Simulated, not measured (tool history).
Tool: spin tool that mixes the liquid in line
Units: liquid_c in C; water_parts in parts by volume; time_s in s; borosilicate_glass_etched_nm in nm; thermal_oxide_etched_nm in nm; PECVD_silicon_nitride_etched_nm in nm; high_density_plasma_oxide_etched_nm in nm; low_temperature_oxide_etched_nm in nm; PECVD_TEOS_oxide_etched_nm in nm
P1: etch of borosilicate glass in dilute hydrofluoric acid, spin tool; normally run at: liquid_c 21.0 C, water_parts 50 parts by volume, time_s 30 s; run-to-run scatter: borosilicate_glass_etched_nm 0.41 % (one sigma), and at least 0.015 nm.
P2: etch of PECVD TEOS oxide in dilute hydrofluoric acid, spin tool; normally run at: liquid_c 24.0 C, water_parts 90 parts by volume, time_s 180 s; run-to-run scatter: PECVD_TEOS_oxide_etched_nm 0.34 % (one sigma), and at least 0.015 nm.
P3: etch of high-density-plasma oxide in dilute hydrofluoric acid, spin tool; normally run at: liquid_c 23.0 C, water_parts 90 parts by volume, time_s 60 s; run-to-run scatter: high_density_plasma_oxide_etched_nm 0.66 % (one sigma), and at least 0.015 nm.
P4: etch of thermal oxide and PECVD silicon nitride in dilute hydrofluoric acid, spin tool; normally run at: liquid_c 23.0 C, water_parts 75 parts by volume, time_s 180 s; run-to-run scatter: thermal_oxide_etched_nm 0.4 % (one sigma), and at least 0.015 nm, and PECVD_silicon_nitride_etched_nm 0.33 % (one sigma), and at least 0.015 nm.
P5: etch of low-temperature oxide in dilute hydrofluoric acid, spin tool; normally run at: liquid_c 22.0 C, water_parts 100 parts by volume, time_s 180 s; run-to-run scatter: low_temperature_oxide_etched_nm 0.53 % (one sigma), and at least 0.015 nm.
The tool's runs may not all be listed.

run,hour,process,liquid_c,water_parts,time_s,borosilicate_glass_etched_nm,thermal_oxide_etched_nm,PECVD_silicon_nitride_etched_nm,high_density_plasma_oxide_etched_nm,low_temperature_oxide_etched_nm,PECVD_TEOS_oxide_etched_nm
1,9.0,P1,21.0,50,30,15.7160,,,,,
2,15.0,P4,23.0,120,180,,6.7263,6.5467,,,
3,25.8,P3,18.5,90,60,,,,3.6122,,
4,32.2,P4,23.0,75,285,,18.0250,16.3570,,,
5,40.6,P5,30.0,100,180,,,,,31.934,
6,51.5,P5,22.0,175,180,,,,,12.375,
7,59.3,P4,23.0,75,180,,11.3370,10.2910,,,
8,68.4,P1,21.0,90,30,8.4390,,,,,
9,76.1,P1,21.0,50,15,7.9618,,,,,
10,85.1,P4,18.0,75,180,,9.2109,7.3090,,,
11,96.0,P1,21.0,50,30,15.6890,,,,,
12,103.3,P1,21.0,50,60,31.6200,,,,,
13,112.7,P2,17.0,90,180,,,,,,21.763
14,119.9,P3,23.0,90,90,,,,6.4464,,
15,132.2,P1,27.5,50,30,20.6270,,,,,
16,137.9,P1,21.0,20,30,41.0820,,,,,
17,149.9,P1,21.0,50,30,15.7210,,,,,
18,155.6,P3,23.0,90,60,,,,4.3502,,
19,168.3,P1,17.0,50,30,13.2730,,,,,
20,179.2,P1,21.0,50,30,15.7720,,,,,
21,188.8,P2,24.0,50,180,,,,,,55.053
22,196.7,P5,22.0,100,180,,,,,23.442,
23,204.2,P1,21.0,50,30,15.8810,,,,,
24,212.4,P2,24.0,90,180,,,,,,28.841
25,223.3,P1,21.0,50,30,15.7660,,,,,
26,230.1,P1,21.0,50,30,15.6980,,,,,
27,241.7,P5,22.0,100,180,,,,,23.229,
28,254.2,P2,24.0,90,180,,,,,,28.984
29,266.0,P1,17.0,50,15,6.7265,,,,,
30,276.2,P3,23.0,25,60,,,,16.9310,,
31,288.7,P5,22.0,100,330,,,,,43.107,
32,296.7,P4,23.0,75,180,,11.3710,10.3260,,,
33,305.0,P2,24.0,90,285,,,,,,45.919
34,311.9,P3,23.0,90,60,,,,4.3071,,
35,320.2,P1,21.0,50,30,15.6800,,,,,
36,330.2,P1,21.0,50,30,16.1460,,,,,
37,342.0,P1,21.0,50,30,16.5660,,,,,
38,352.7,P1,21.0,50,30,16.8200,,,,,
39,365.6,P1,21.0,50,30,16.9360,,,,,
40,376.7,P1,21.0,50,30,17.0760,,,,,
41,388.2,P1,21.0,50,30,17.0850,,,,,
42,397.8,P1,21.0,50,30,17.1230,,,,,
43,406.0,P1,21.0,50,30,17.0180,,,,,

What P1 gives has crept away from where it was. These 2 causes fit the log equally well, each at the size given:
A: hydrofluoric acid flow above the setpoint (%) = 7.38
B: liquid hotter than its thermometer reads (K) = 1.81
The creep began at about hour 320.2.

4 check runs are offered, one wafer each, their results left as question marks. Which one tells the causes apart?
check 1,414.2,P3,23.0,90,60,,,,?,,
check 2,414.2,P5,22.0,100,180,,,,,?,
check 3,414.2,P2,24.0,90,180,,,,,,?
check 4,414.2,P4,23.0,75,180,,?,?,,,

What each check would give under each cause:
check,result,if A,if B
check 1,high_density_plasma_oxide_etched_nm,4.6983,4.6677
check 2,low_temperature_oxide_etched_nm,25.331,25.158
check 3,PECVD_TEOS_oxide_etched_nm,31.298,31.068
check 4,thermal_oxide_etched_nm,12.2560,12.2010
check 4,PECVD_silicon_nitride_etched_nm,11.0830,11.6610
How far apart the two closest causes lie, in the result that separates them most: check 1 0.65 %; check 2 0.68 %; check 3 0.74 %; check 4 5.09 %
Check 4 tells the causes apart: in the others they would give nearly the same result.

Then check 4 was run and gave: thermal_oxide_etched_nm 12.1300 nm; PECVD_silicon_nitride_etched_nm 11.7090 nm. Which cause is it?

It is B: liquid hotter than its thermometer reads (K).
